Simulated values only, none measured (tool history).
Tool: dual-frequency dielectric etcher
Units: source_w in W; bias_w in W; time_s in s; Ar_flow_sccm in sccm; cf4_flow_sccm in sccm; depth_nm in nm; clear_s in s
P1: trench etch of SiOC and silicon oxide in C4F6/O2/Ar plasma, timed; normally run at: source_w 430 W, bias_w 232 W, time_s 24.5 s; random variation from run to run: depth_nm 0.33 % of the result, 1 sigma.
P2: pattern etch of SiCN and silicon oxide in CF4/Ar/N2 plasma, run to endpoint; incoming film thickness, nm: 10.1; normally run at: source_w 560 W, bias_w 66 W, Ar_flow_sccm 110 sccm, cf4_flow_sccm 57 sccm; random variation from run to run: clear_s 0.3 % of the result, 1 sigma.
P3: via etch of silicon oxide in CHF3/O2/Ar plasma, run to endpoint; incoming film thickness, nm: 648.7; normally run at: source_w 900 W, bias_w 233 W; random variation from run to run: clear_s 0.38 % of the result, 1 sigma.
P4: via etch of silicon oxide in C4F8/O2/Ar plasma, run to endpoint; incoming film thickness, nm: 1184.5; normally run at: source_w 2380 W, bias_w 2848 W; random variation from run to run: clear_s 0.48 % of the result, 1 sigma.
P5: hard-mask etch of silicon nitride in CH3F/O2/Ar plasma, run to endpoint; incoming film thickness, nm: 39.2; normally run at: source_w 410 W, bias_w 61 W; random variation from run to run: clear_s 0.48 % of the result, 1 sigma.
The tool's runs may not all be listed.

run,hour,process,source_w,bias_w,time_s,Ar_flow_sccm,cf4_flow_sccm,hours since the last wet clean,hours since the last source power generator calibration,hours since the last bias power generator calibration,depth_nm,clear_s
1,2.8,P1,430,232,24.5,,,331.8,898.2,880.2,54.148,
2,8.9,P1,430,232,24.5,,,337.9,904.3,886.3,53.794,
3,12.2,P1,540,232,24.5,,,341.2,907.6,889.6,58.943,
4,15.3,P1,430,138,24.5,,,344.3,910.7,892.7,45.946,
5,20.4,P2,560,66,,110,57,349.4,915.8,897.8,,10.404
6,23.6,P3,900,233,,,,352.6,919,901,,259.21
7,26.5,P5,320,61,,,,355.5,921.9,903.9,,66.49
8,29.3,P5,410,44,,,,358.3,924.7,906.7,,66.52
9,32.7,P3,1170,233,,,,361.7,928.1,910.1,,235.28
10,35.9,P2,560,47,,110,57,364.9,931.3,913.3,,11.58
11,39.9,P1,430,232,24.5,,,368.9,935.3,917.3,53.762,
12,42.7,P1,430,293,31,,,371.7,938.1,920.1,73.312,
13,46,P2,560,66,,75,57,375,941.4,923.4,,9.7815
14,49.5,P1,430,232,24.5,,,378.5,944.9,926.9,54.152,
# hour 49.7: wet clean of the chamber
15,52.2,P4,2380,2848,,,,2.6,947.6,929.6,,202.69
16,55.4,P3,900,188,,,,5.8,950.8,932.8,,278.07
17,61,P2,560,66,,110,57,11.4,956.4,938.4,,10.363
18,65.8,P1,430,232,13.5,,,16.2,961.2,943.2,29.632,
19,69.6,P2,660,66,,110,57,20,965,947,,8.967
20,74.2,P2,560,66,,110,71,24.6,969.6,951.6,,10.023
21,78.8,P4,1910,2848,,,,29.2,974.2,956.2,,220.47
22,83.9,P5,410,61,,,,34.3,979.3,961.3,,60.289
23,87.1,P1,340,232,24.5,,,37.5,982.5,964.5,49.203,
24,91.7,P4,2380,1719,,,,42.1,987.1,969.1,,233.33
25,97.4,P1,430,232,34,,,47.8,992.8,974.8,75.02,
26,100.7,P1,430,323,24.5,,,51.1,996.1,978.1,60.645,
27,106,P1,430,232,24.5,,,56.4,1001.4,983.4,53.972,
28,111.4,P1,430,232,24.5,,,61.8,1006.8,988.8,53.737,
29,115.8,P1,430,232,24.5,,,66.2,1011.2,993.2,53.359,
30,120.8,P1,430,232,24.5,,,71.2,1016.2,998.2,53.446,
31,126.6,P1,430,232,24.5,,,77,1022,1004,53.341,
32,129.8,P1,430,232,24.5,,,80.2,1025.2,1007.2,53.269,
33,132.7,P1,430,232,24.5,,,83.1,1028.1,1010.1,53.004,
34,135.8,P1,430,232,24.5,,,86.2,1031.2,1013.2,53.39,
35,141,P1,430,232,24.5,,,91.4,1036.4,1018.4,53.322,
# hour 141.4: wet clean of the chamber
36,145.9,P1,430,232,24.5,,,4.5,1041.3,1023.3,53.021,
37,150.9,P1,430,232,24.5,,,9.5,1046.3,1028.3,52.901,
38,155.3,P1,430,232,24.5,,,13.9,1050.7,1032.7,53.429,

What P1 gives has crept away from where it was. These 2 causes fit the log equally well, each at the size given:
A: source power that arrives under what is set, % = 4.25
B: bias power that arrives under what is set, % = 4.93
The creep began at about hour 106.
Why every other cause is out:
chamber walls in a state that lowers the etch rate, %: serviced at hour 141.4, which brought nothing back

4 check runs are offered, each on 2 wafers whose results are averaged, their results left as question marks. Which one tells the causes apart?
check 1,159.7,P2,560,66,,110,57,,,,,?
check 2,159.7,P4,2380,2848,,,,,,,,?
check 3,159.7,P5,410,61,,,,,,,,?
check 4,159.7,P3,900,233,,,,,,,,?

What each check would give under each cause:
check,result,if A,if B
check 1,clear_s,10.781,10.556
check 2,clear_s,205.26,204.9
check 3,clear_s,61.288,61.28
check 4,clear_s,263.47,263.68
How far apart the two closest causes lie, in the result that separates them most: check 1 2.11 %; check 2 0.18 %; check 3 0.01 %; check 4 0.08 %
Only check 1 tells the causes apart: in the others they would give nearly the same result.

Check 1 was then run and gave: clear_s 10.789 s. Which cause is it?

It is A: source power that arrives under what is set, %.
